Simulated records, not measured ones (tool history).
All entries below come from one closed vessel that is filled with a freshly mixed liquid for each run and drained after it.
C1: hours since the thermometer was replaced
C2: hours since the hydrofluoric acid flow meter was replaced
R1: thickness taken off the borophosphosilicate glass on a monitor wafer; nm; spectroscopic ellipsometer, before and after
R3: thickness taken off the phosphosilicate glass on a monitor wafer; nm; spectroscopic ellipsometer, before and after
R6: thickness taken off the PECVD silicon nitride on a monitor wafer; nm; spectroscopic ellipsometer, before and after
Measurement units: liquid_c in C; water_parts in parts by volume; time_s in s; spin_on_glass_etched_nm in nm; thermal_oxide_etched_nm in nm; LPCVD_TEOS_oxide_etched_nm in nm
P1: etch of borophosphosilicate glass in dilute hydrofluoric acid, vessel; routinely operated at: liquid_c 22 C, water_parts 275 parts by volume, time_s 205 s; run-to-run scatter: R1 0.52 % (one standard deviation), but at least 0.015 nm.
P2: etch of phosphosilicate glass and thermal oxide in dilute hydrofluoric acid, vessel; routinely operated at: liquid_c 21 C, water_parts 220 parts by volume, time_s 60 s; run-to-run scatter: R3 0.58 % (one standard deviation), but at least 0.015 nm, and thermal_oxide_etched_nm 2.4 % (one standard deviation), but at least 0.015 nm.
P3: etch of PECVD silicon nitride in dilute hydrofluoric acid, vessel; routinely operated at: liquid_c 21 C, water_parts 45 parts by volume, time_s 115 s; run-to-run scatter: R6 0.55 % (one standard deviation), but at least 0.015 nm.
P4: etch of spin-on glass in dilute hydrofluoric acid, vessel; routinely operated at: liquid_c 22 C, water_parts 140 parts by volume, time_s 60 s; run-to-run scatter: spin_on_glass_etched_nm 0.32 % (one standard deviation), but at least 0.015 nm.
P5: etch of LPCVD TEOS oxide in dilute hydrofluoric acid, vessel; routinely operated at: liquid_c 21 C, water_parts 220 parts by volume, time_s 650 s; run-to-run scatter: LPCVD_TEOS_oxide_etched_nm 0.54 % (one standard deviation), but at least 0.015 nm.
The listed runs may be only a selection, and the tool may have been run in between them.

{"run": 1, "hour": 4.9, "process": "P1", "liquid_c": 22, "water_parts": 275, "time_s": 205, "C1": 563.1, "C2": 1009.2, "R1": 28.826}
{"run": 2, "hour": 9.5, "process": "P1", "liquid_c": 22, "water_parts": 275, "time_s": 65, "C1": 567.7, "C2": 1013.8, "R1": 9.1589}
{"run": 3, "hour": 12.5, "process": "P4", "liquid_c": 17, "water_parts": 140, "time_s": 60, "C1": 570.7, "C2": 1016.8, "spin_on_glass_etched_nm": 7.3229}
{"run": 4, "hour": 17.0, "process": "P2", "liquid_c": 21, "water_parts": 220, "time_s": 60, "C1": 575.2, "C2": 1021.3, "R3": 25.801, "thermal_oxide_etched_nm": 1.0272}
{"run": 5, "hour": 21.2, "process": "P1", "liquid_c": 17.5, "water_parts": 275, "time_s": 205, "C1": 579.4, "C2": 1025.5, "R1": 24.412}
{"run": 6, "hour": 24.0, "process": "P5", "liquid_c": 21, "water_parts": 220, "time_s": 1300, "C1": 582.2, "C2": 1028.3, "LPCVD_TEOS_oxide_etched_nm": 81.48}
{"run": 7, "hour": 28.5, "process": "P4", "liquid_c": 22, "water_parts": 205, "time_s": 60, "C1": 586.7, "C2": 1032.8, "spin_on_glass_etched_nm": 5.6997}
{"run": 8, "hour": 33.7, "process": "P1", "liquid_c": 22, "water_parts": 275, "time_s": 205, "C1": 591.9, "C2": 1038, "R1": 28.815}
{"run": 9, "hour": 35.9, "process": "P1", "liquid_c": 22, "water_parts": 275, "time_s": 205, "C1": 594.1, "C2": 1040.2, "R1": 28.636}
{"run": 10, "hour": 39.3, "process": "P1", "liquid_c": 22, "water_parts": 275, "time_s": 205, "C1": 597.5, "C2": 1043.6, "R1": 28.651}
{"run": 11, "hour": 43.9, "process": "P2", "liquid_c": 21, "water_parts": 55, "time_s": 60, "C1": 602.1, "C2": 1048.2, "R3": 124.41, "thermal_oxide_etched_nm": 4.9312}
{"run": 12, "hour": 48.5, "process": "P4", "liquid_c": 22, "water_parts": 140, "time_s": 60, "C1": 606.7, "C2": 1052.8, "spin_on_glass_etched_nm": 8.9668}
{"run": 13, "hour": 52.5, "process": "P1", "liquid_c": 28.5, "water_parts": 275, "time_s": 205, "C1": 610.7, "C2": 1056.8, "R1": 36.252}
{"run": 14, "hour": 56.9, "process": "P3", "liquid_c": 21, "water_parts": 45, "time_s": 115, "C1": 615.1, "C2": 1061.2, "R6": 5.8932}
{"run": 15, "hour": 59.7, "process": "P1", "liquid_c": 22, "water_parts": 275, "time_s": 205, "C1": 617.9, "C2": 1064, "R1": 28.947}
{"run": 16, "hour": 62.4, "process": "P5", "liquid_c": 21, "water_parts": 220, "time_s": 650, "C1": 620.6, "C2": 1066.7, "LPCVD_TEOS_oxide_etched_nm": 41.223}
{"run": 17, "hour": 65.7, "process": "P5", "liquid_c": 21, "water_parts": 365, "time_s": 650, "C1": 623.9, "C2": 1070, "LPCVD_TEOS_oxide_etched_nm": 21.744}
{"run": 18, "hour": 68.0, "process": "P1", "liquid_c": 22, "water_parts": 415, "time_s": 205, "C1": 626.2, "C2": 1072.3, "R1": 16.978}
{"run": 19, "hour": 72.6, "process": "P2", "liquid_c": 21, "water_parts": 220, "time_s": 95, "C1": 630.8, "C2": 1076.9, "R3": 41.414, "thermal_oxide_etched_nm": 1.5285}
{"run": 20, "hour": 77.3, "process": "P2", "liquid_c": 21, "water_parts": 220, "time_s": 60, "C1": 635.5, "C2": 1081.6, "R3": 25.813, "thermal_oxide_etched_nm": 1.0795}
{"run": 21, "hour": 80.7, "process": "P1", "liquid_c": 22, "water_parts": 275, "time_s": 205, "C1": 638.9, "C2": 1085, "R1": 28.791}
{"run": 22, "hour": 84.9, "process": "P1", "liquid_c": 22, "water_parts": 275, "time_s": 345, "C1": 643.1, "C2": 1089.2, "R1": 48.708}
{"run": 23, "hour": 89.1, "process": "P1", "liquid_c": 22, "water_parts": 425, "time_s": 380, "C1": 647.3, "C2": 1093.4, "R1": 30.265}
{"run": 24, "hour": 93.0, "process": "P2", "liquid_c": 27.5, "water_parts": 220, "time_s": 60, "C1": 651.2, "C2": 1097.3, "R3": 32.648, "thermal_oxide_etched_nm": 1.2928}
{"run": 25, "hour": 97.2, "process": "P4", "liquid_c": 22, "water_parts": 140, "time_s": 30, "C1": 655.4, "C2": 1101.5, "spin_on_glass_etched_nm": 4.472}
{"run": 26, "hour": 101.3, "process": "P5", "liquid_c": 17, "water_parts": 220, "time_s": 650, "C1": 659.5, "C2": 1105.6, "LPCVD_TEOS_oxide_etched_nm": 34.847}
{"run": 27, "hour": 105.4, "process": "P3", "liquid_c": 21, "water_parts": 20, "time_s": 115, "C1": 663.6, "C2": 1109.7, "R6": 12.873}
{"run": 28, "hour": 110.4, "process": "P5", "liquid_c": 21, "water_parts": 220, "time_s": 650, "C1": 668.6, "C2": 1114.7, "LPCVD_TEOS_oxide_etched_nm": 41.282}
{"run": 29, "hour": 115.0, "process": "P3", "liquid_c": 17, "water_parts": 45, "time_s": 115, "C1": 673.2, "C2": 1119.3, "R6": 4.4462}
{"run": 30, "hour": 119.3, "process": "P3", "liquid_c": 21, "water_parts": 45, "time_s": 230, "C1": 677.5, "C2": 1123.6, "R6": 11.933}
{"run": 31, "hour": 123.5, "process": "P1", "liquid_c": 22, "water_parts": 275, "time_s": 205, "C1": 681.7, "C2": 1127.8, "R1": 28.846}
{"run": 32, "hour": 126.1, "process": "P1", "liquid_c": 22, "water_parts": 165, "time_s": 205, "C1": 684.3, "C2": 1130.4, "R1": 53.832}
{"run": 33, "hour": 129.7, "process": "P1", "liquid_c": 22, "water_parts": 275, "time_s": 205, "C1": 687.9, "C2": 1134, "R1": 28.639}
{"run": 34, "hour": 134.9, "process": "P1", "liquid_c": 22, "water_parts": 275, "time_s": 205, "C1": 693.1, "C2": 1139.2, "R1": 28.102}
{"run": 35, "hour": 137.3, "process": "P1", "liquid_c": 22, "water_parts": 275, "time_s": 205, "C1": 695.5, "C2": 1141.6, "R1": 27.772}
{"run": 36, "hour": 141.7, "process": "P1", "liquid_c": 22, "water_parts": 275, "time_s": 205, "C1": 699.9, "C2": 1146, "R1": 27.607}
{"run": 37, "hour": 146.8, "process": "P1", "liquid_c": 22, "water_parts": 275, "time_s": 205, "C1": 705, "C2": 1151.1, "R1": 27.379}
{"run": 38, "hour": 151.6, "process": "P1", "liquid_c": 22, "water_parts": 275, "time_s": 205, "C1": 709.8, "C2": 1155.9, "R1": 27.349}
{"run": 39, "hour": 156.3, "process": "P1", "liquid_c": 22, "water_parts": 275, "time_s": 205, "C1": 714.5, "C2": 1160.6, "R1": 26.962}
{"run": 40, "hour": 161.1, "process": "P1", "liquid_c": 22, "water_parts": 275, "time_s": 205, "C1": 719.3, "C2": 1165.4, "R1": 27.148}
{"run": 41, "hour": 166.2, "process": "P1", "liquid_c": 22, "water_parts": 275, "time_s": 205, "C1": 724.4, "C2": 1170.5, "R1": 26.897}
{"run": 42, "hour": 168.5, "process": "P1", "liquid_c": 22, "water_parts": 275, "time_s": 205, "C1": 726.7, "C2": 1172.8, "R1": 26.961}
{"run": 43, "hour": 172.5, "process": "P1", "liquid_c": 22, "water_parts": 275, "time_s": 205, "C1": 730.7, "C2": 1176.8, "R1": 26.873}

The log shows P1 creeping away from where it was. Any of the 2 causes listed here, at the size stated for it, fits the log just as well as the others:
A: liquid colder than its thermometer reads (K) = 1.79
B: hydrofluoric acid flow below the setpoint (%) = 5.01
The creep began at about hour 129.7.

Listed below are the offered check runs, one wafer per run, with question marks in place of results. For which of them would the causes give clearly different outcomes?
{"run": "check 1", "hour": 176.5, "process": "P5", "liquid_c": 21, "water_parts": 220, "time_s": 1225, "LPCVD_TEOS_oxide_etched_nm": "?"}
{"run": "check 2", "hour": 176.5, "process": "P2", "liquid_c": 25.5, "water_parts": 220, "time_s": 85, "R3": "?", "thermal_oxide_etched_nm": "?"}
{"run": "check 3", "hour": 176.5, "process": "P4", "liquid_c": 22, "water_parts": 200, "time_s": 30, "spin_on_glass_etched_nm": "?"}
{"run": "check 4", "hour": 176.5, "process": "P3", "liquid_c": 17, "water_parts": 45, "time_s": 225, "R6": "?"}

Outcome of each check run for each possible cause:
check=check_1 result=LPCVD_TEOS_oxide_etched_nm if_A=72.17 if_B=72.569
check=check_2 result=R3 if_A=40.556 if_B=40.595
check=check_2 result=thermal_oxide_etched_nm if_A=1.5891 if_B=1.5906
check=check_3 result=spin_on_glass_etched_nm if_A=2.7408 if_B=2.7576
check=check_4 result=R6 if_A=7.7328 if_B=8.3655
Smallest distance between any two causes, each pair judged by its most separating result, in per cent: check 1 0.55 %; check 2 0.09 %; check 3 0.61 %; check 4 7.86 %
The other checks would show nearly matching results whichever cause is true, so check 4 is the only one that separates the causes.

Check 4 was then run and gave: R6 7.7394 nm. Which cause is it?

It was cause A: liquid colder than its thermometer reads (K).
